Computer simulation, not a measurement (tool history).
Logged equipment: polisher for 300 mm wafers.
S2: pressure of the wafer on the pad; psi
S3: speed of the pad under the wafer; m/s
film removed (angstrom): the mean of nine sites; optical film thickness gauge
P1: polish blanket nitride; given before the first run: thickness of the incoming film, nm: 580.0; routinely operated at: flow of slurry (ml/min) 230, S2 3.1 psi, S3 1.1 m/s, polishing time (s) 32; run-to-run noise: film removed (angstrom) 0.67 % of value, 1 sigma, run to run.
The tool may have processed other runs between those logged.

Run 1, hour 6.5: flow of slurry (ml/min) 230, S2 3.1 psi, S3 1.1 m/s, polishing time (s) 32. Result: film removed (angstrom) 647.43.
Run 2, hour 15.2: flow of slurry (ml/min) 230, S2 3.1 psi, S3 1.1 m/s, polishing time (s) 32. Result: film removed (angstrom) 638.36.
Run 3, hour 23.6: flow of slurry (ml/min) 230, S2 3.1 psi, S3 1.1 m/s, polishing time (s) 32. Result: film removed (angstrom) 647.13.
Run 4, hour 37.7: flow of slurry (ml/min) 230, S2 3.1 psi, S3 1.1 m/s, polishing time (s) 32. Result: film removed (angstrom) 645.16.
Run 5, hour 45.6: flow of slurry (ml/min) 230, S2 3.1 psi, S3 1.1 m/s, polishing time (s) 16. Result: film removed (angstrom) 323.92.
Run 6, hour 55: flow of slurry (ml/min) 230, S2 3.1 psi, S3 1.1 m/s, polishing time (s) 32. Result: film removed (angstrom) 649.73.
Run 7, hour 65.6: flow of slurry (ml/min) 140, S2 3.1 psi, S3 1.1 m/s, polishing time (s) 32. Result: film removed (angstrom) 599.93.
Run 8, hour 76.3: flow of slurry (ml/min) 360, S2 3.1 psi, S3 1.1 m/s, polishing time (s) 32. Result: film removed (angstrom) 669.38.
Run 9, hour 85: flow of slurry (ml/min) 230, S2 2.3 psi, S3 0.8 m/s, polishing time (s) 32. Result: film removed (angstrom) 373.47.
Run 10, hour 95.7: flow of slurry (ml/min) 230, S2 3.1 psi, S3 1.1 m/s, polishing time (s) 48. Result: film removed (angstrom) 971.66.
Run 11, hour 104.7: flow of slurry (ml/min) 230, S2 1.4 psi, S3 1.1 m/s, polishing time (s) 32. Result: film removed (angstrom) 290.37.
Run 12, hour 115.7: flow of slurry (ml/min) 230, S2 3.1 psi, S3 0.66 m/s, polishing time (s) 32. Result: film removed (angstrom) 430.99.
Run 13, hour 127.4: flow of slurry (ml/min) 230, S2 4.6 psi, S3 1.1 m/s, polishing time (s) 32. Result: film removed (angstrom) 957.2.
Run 14, hour 140.7: flow of slurry (ml/min) 230, S2 3.1 psi, S3 1.7 m/s, polishing time (s) 32. Result: film removed (angstrom) 906.45.
Run 15, hour 147.8: flow of slurry (ml/min) 230, S2 3.1 psi, S3 1.1 m/s, polishing time (s) 32. Result: film removed (angstrom) 639.
Run 16, hour 154.7: flow of slurry (ml/min) 230, S2 3.1 psi, S3 1.1 m/s, polishing time (s) 32. Result: film removed (angstrom) 639.08.

For run 17, what comes out?
Run 17, hour 168.6: flow of slurry (ml/min) 230, S2 3.1 psi, S3 1.1 m/s, polishing time (s) 32. Result: film removed (angstrom) ?.

{"run 17": {"film removed (angstrom)": 614.43}}

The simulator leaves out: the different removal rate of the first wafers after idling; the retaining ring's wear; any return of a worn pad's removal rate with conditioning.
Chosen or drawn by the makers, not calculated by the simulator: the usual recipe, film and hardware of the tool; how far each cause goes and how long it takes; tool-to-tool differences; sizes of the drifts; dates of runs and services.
